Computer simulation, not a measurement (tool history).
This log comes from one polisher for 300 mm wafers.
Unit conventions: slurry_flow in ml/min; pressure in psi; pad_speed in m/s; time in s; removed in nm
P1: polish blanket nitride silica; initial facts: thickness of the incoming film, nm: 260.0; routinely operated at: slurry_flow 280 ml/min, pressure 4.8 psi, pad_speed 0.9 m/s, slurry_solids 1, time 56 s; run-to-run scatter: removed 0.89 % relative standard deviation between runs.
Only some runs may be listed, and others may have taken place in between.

run	day	slurry_flow	pressure	pad_speed	slurry_solids	time	wafers polished on this pad	hours since the slurry nozzle was cleaned	hours since the head pressure was calibrated	hours since the slurry blender was calibrated	hours since the conditioning disc was replaced	removed
1	0.225	280	4.8	0.9	1	56	584	533.7	493.9	78.2	404.8	43.184
2	0.412	435	4.8	0.9	1	56	619	538.2	498.4	82.7	409.3	44.565
3	0.692	375	4.8	0.9	1	35	672	544.9	505.1	89.4	416	27.819
4	0.879	280	4.8	0.9	1	78	707	549.4	509.6	93.9	420.5	59.988
5	1.058	280	4.8	0.9	1	56	741	553.7	513.9	98.2	424.8	43.1
# day 1.2: worn pad replaced by a new one
6	1.279	280	4.8	0.9	1	56	15	559	519.2	103.5	430.1	43.553
7	1.567	280	4.8	0.9	1	56	69	565.9	526.1	110.4	437	43.416
8	1.746	280	4.8	1.36	1	56	103	570.2	530.4	114.7	441.3	60.999
9	1.912	280	7.6	0.9	1	56	134	574.2	534.4	118.7	445.3	68.985
10	2.071	170	4.8	0.9	1	56	164	578	538.2	122.5	449.1	40.675
11	2.217	280	4.8	0.9	1	56	191	581.5	541.7	126	452.6	43.571
12	2.458	280	4.8	0.46	1	56	237	587.3	547.5	131.8	458.4	25.344
13	2.738	280	4.8	0.9	1.45	56	289	594	554.2	138.5	465.1	50.628
14	2.888	385	4.8	0.9	1	29	318	597.6	557.8	142.1	468.7	23.405
15	3.104	280	4.8	0.9	1	56	358	602.8	563	147.3	473.9	43.651
16	3.425	280	4.8	0.9	1	30	419	610.5	570.7	155	481.6	23.133
17	3.683	280	2.9	0.9	1	56	467	616.7	576.9	161.2	487.8	26.412
18	3.996	170	4.8	0.9	1.2	56	526	624.2	584.4	168.7	495.3	44.389
19	4.158	280	4.8	0.9	0.55	56	557	628.1	588.3	172.6	499.2	31.972
20	4.446	280	4.8	0.9	1	56	611	635	595.2	179.5	506.1	44.034
21	4.708	280	4.8	0.9	1	56	660	641.3	601.5	185.8	512.4	41.912
22	4.896	280	4.8	0.9	1	56	695	645.8	606	190.3	516.9	41.193
23	5.121	280	4.8	0.9	1	56	738	651.2	611.4	195.7	522.3	39.893
24	5.371	280	4.8	0.9	1	56	785	657.2	617.4	201.7	528.3	39.726
# day 5.45: worn pad replaced by a new one
25	5.638	280	4.8	0.9	1	56	35	663.6	623.8	208.1	534.7	39.128
# day 5.875: conditioning disc replaced and pad reconditioned
# day 5.892: slurry nozzle cleaned
26	5.95	280	4.8	0.9	1	56	94	1.4	631.3	215.6	1.8	38.549
27	6.096	280	4.8	0.9	1	56	122	4.9	634.8	219.1	5.3	38.751
28	6.3	280	4.8	0.9	1	56	160	9.8	639.7	224	10.2	38.235
29	6.521	280	4.8	0.9	1	56	201	15.1	645	229.3	15.5	38.403
30	6.729	280	4.8	0.9	1	56	241	20.1	650	234.3	20.5	38.6
31	6.988	280	4.8	0.9	1	56	289	26.3	656.2	240.5	26.7	38.331

The log shows P1 creeping away from where it was. Any of the 2 causes listed here, at the size stated for it, fits the log just as well as the others:
A: head's pressure below its setpoint, % = 11.3
B: abrasive missing from the slurry, % = 21.8
Onset of the creep was near day 4.446.
Ruled out, with reasons:
removal rate lost through wear of the pad, %: serviced at day 5.45, which brought nothing back
slurry flow missing at the pad, %: serviced at day 5.892, which brought nothing back
time polished since the conditioner stopped cutting, s: serviced at day 5.875, which brought nothing back

Each of the check runs listed below is run on 5 wafers and reports their average, with the results left as question marks. Pick the one under which the possible causes would lead to clearly different results.
check 1	7.246	205	7.1	0.9	1	56						?
check 2	7.246	170	6.8	0.9	1	56						?
check 3	7.246	280	4.8	0.9	0.6	45						?
check 4	7.246	425	4.8	0.9	1	56						?

If the cause were each of the candidates in turn, the checks would give the following:
check	result	if A	if B
check 1	removed	55.046	55.079
check 2	removed	51.35	51.381
check 3	removed	23.76	23.051
check 4	removed	39.815	39.839
Smallest distance between any two causes, each pair judged by its most separating result, in per cent: check 1 0.06 %; check 2 0.06 %; check 3 3.03 %; check 4 0.06 %
Only check 3 tells the causes apart: in the others they would give nearly the same result.

With check 3 done, the readings were: removed 23.891 nm. Identify which of the listed causes applies.

A is the cause: head's pressure below its setpoint, %.
